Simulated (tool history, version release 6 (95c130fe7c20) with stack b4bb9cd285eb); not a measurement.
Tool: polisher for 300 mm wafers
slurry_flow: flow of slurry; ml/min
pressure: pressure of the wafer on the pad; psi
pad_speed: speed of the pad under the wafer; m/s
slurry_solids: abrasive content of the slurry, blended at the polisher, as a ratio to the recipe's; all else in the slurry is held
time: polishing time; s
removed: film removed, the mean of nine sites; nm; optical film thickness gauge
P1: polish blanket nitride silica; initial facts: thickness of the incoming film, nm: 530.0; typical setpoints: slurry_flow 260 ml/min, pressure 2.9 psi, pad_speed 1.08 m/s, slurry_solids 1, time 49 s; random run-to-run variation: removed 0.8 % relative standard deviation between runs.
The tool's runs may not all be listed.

{"run": 1, "day": 0.15, "slurry_flow": 260, "pressure": 2.9, "pad_speed": 1.08, "slurry_solids": 1, "time": 49, "removed": 22.763}
{"run": 2, "day": 0.3, "slurry_flow": 260, "pressure": 2.9, "pad_speed": 1.54, "slurry_solids": 1, "time": 49, "removed": 30.546}
{"run": 3, "day": 0.392, "slurry_flow": 260, "pressure": 1.5, "pad_speed": 1.08, "slurry_solids": 1, "time": 49, "removed": 11.869}
{"day": 0.533, "done": "slurry blender recalibrated"}
{"run": 4, "day": 0.562, "slurry_flow": 260, "pressure": 2.9, "pad_speed": 1.08, "slurry_solids": 1, "time": 49, "removed": 23.384}
{"run": 5, "day": 0.708, "slurry_flow": 260, "pressure": 3.7, "pad_speed": 1.42, "slurry_solids": 1, "time": 49, "removed": 37.02}
{"run": 6, "day": 0.821, "slurry_flow": 260, "pressure": 2.9, "pad_speed": 0.48, "slurry_solids": 1, "time": 49, "removed": 12.093}
{"run": 7, "day": 0.908, "slurry_flow": 260, "pressure": 2.9, "pad_speed": 1.08, "slurry_solids": 0.55, "time": 49, "removed": 16.64}
{"run": 8, "day": 1.062, "slurry_flow": 385, "pressure": 2.9, "pad_speed": 1.08, "slurry_solids": 1, "time": 49, "removed": 23.987}
{"run": 9, "day": 1.242, "slurry_flow": 260, "pressure": 2.9, "pad_speed": 1.08, "slurry_solids": 1, "time": 49, "removed": 23.454}
{"run": 10, "day": 1.412, "slurry_flow": 260, "pressure": 2.9, "pad_speed": 1.08, "slurry_solids": 1, "time": 68, "removed": 32.024}
{"run": 11, "day": 1.575, "slurry_flow": 185, "pressure": 2.9, "pad_speed": 1.08, "slurry_solids": 1.3, "time": 49, "removed": 24.781}
{"run": 12, "day": 1.738, "slurry_flow": 260, "pressure": 2.9, "pad_speed": 1.08, "slurry_solids": 1, "time": 49, "removed": 23.037}
{"run": 13, "day": 1.867, "slurry_flow": 260, "pressure": 2.9, "pad_speed": 1.48, "slurry_solids": 1, "time": 65, "removed": 39.725}
{"run": 14, "day": 2.017, "slurry_flow": 260, "pressure": 4.3, "pad_speed": 1.08, "slurry_solids": 1, "time": 49, "removed": 34.225}
{"run": 15, "day": 2.133, "slurry_flow": 190, "pressure": 2.9, "pad_speed": 1.08, "slurry_solids": 1, "time": 49, "removed": 22.547}
{"run": 16, "day": 2.283, "slurry_flow": 260, "pressure": 2.9, "pad_speed": 1.08, "slurry_solids": 1.35, "time": 49, "removed": 26.061}
{"day": 2.379, "done": "slurry nozzle cleaned"}
{"run": 17, "day": 2.417, "slurry_flow": 260, "pressure": 2.9, "pad_speed": 1.08, "slurry_solids": 1, "time": 49, "removed": 23.042}
{"run": 18, "day": 2.542, "slurry_flow": 260, "pressure": 2.9, "pad_speed": 1.08, "slurry_solids": 1, "time": 49, "removed": 23.237}
{"run": 19, "day": 2.696, "slurry_flow": 260, "pressure": 2.9, "pad_speed": 1.08, "slurry_solids": 1, "time": 35, "removed": 16.408}
{"run": 20, "day": 2.842, "slurry_flow": 260, "pressure": 2.9, "pad_speed": 1.08, "slurry_solids": 1, "time": 49, "removed": 23.056}
{"run": 21, "day": 2.962, "slurry_flow": 260, "pressure": 2.9, "pad_speed": 1.08, "slurry_solids": 1, "time": 49, "removed": 22.291}
{"run": 22, "day": 3.071, "slurry_flow": 260, "pressure": 2.9, "pad_speed": 1.08, "slurry_solids": 1, "time": 49, "removed": 21.97}
{"run": 23, "day": 3.225, "slurry_flow": 260, "pressure": 2.9, "pad_speed": 1.08, "slurry_solids": 1, "time": 49, "removed": 21.412}
{"run": 24, "day": 3.342, "slurry_flow": 260, "pressure": 2.9, "pad_speed": 1.08, "slurry_solids": 1, "time": 49, "removed": 21.14}
{"run": 25, "day": 3.475, "slurry_flow": 260, "pressure": 2.9, "pad_speed": 1.08, "slurry_solids": 1, "time": 49, "removed": 20.82}
{"day": 3.496, "done": "slurry nozzle cleaned"}
{"run": 26, "day": 3.617, "slurry_flow": 260, "pressure": 2.9, "pad_speed": 1.08, "slurry_solids": 1, "time": 49, "removed": 20.965}
{"day": 3.621, "done": "head pressure recalibrated"}
{"run": 27, "day": 3.762, "slurry_flow": 260, "pressure": 2.9, "pad_speed": 1.08, "slurry_solids": 1, "time": 49, "removed": 20.329}
{"day": 3.846, "done": "conditioning disc replaced and pad reconditioned"}
{"run": 28, "day": 3.917, "slurry_flow": 260, "pressure": 2.9, "pad_speed": 1.08, "slurry_solids": 1, "time": 49, "removed": 20.415}
{"run": 29, "day": 3.996, "slurry_flow": 260, "pressure": 2.9, "pad_speed": 1.08, "slurry_solids": 1, "time": 49, "removed": 20.419}
{"run": 30, "day": 4.079, "slurry_flow": 260, "pressure": 2.9, "pad_speed": 1.08, "slurry_solids": 1, "time": 49, "removed": 20.335}
{"run": 31, "day": 4.192, "slurry_flow": 260, "pressure": 2.9, "pad_speed": 1.08, "slurry_solids": 1, "time": 49, "removed": 20.665}

The output of P1 has drifted from where it used to be. Each of the 2 causes below, taken at the size shown beside it, accounts for the log equally well:
A: abrasive missing from the slurry, % = 23.2
B: removal rate lost through wear of the pad, % = 12.1
At approximately day 2.842, the process output began to creep.
Ruled out, with reasons:
slurry flow missing at the pad, %: serviced at day 3.496, which brought nothing back
head's pressure below its setpoint, %: serviced at day 3.621, which brought nothing back
time polished since the conditioner stopped cutting, s: serviced at day 3.846, which brought nothing back

The 4 check runs listed below each average the results of 3 wafers, and their outcomes are marked with question marks. Under which run would the listed causes produce clearly different results?
{"run": "check 1", "day": 4.304, "slurry_flow": 260, "pressure": 4, "pad_speed": 1.08, "slurry_solids": 1, "time": 49, "removed": "?"}
{"run": "check 2", "day": 4.304, "slurry_flow": 365, "pressure": 2.9, "pad_speed": 1.08, "slurry_solids": 1, "time": 49, "removed": "?"}
{"run": "check 3", "day": 4.304, "slurry_flow": 260, "pressure": 2.9, "pad_speed": 1.48, "slurry_solids": 1, "time": 49, "removed": "?"}
{"run": "check 4", "day": 4.304, "slurry_flow": 260, "pressure": 2.9, "pad_speed": 1.08, "slurry_solids": 0.6, "time": 49, "removed": "?"}

What each check would give under each cause:
check=check_1 result=removed if_A=28.077 if_B=28.068
check=check_2 result=removed if_A=20.967 if_B=20.961
check=check_3 result=removed if_A=26.191 if_B=26.183
check=check_4 result=removed if_A=15.113 if_B=15.617
How far apart the two closest causes lie, in the result that separates them most: check 1 0.03 %; check 2 0.03 %; check 3 0.03 %; check 4 3.28 %
Check 4 distinguishes between the causes, while the remaining checks would return nearly the same result for all of them.

Then check 4 was run and gave: removed 15.011 nm. Which cause is it?

The correct cause is A, namely: abrasive missing from the slurry, %.

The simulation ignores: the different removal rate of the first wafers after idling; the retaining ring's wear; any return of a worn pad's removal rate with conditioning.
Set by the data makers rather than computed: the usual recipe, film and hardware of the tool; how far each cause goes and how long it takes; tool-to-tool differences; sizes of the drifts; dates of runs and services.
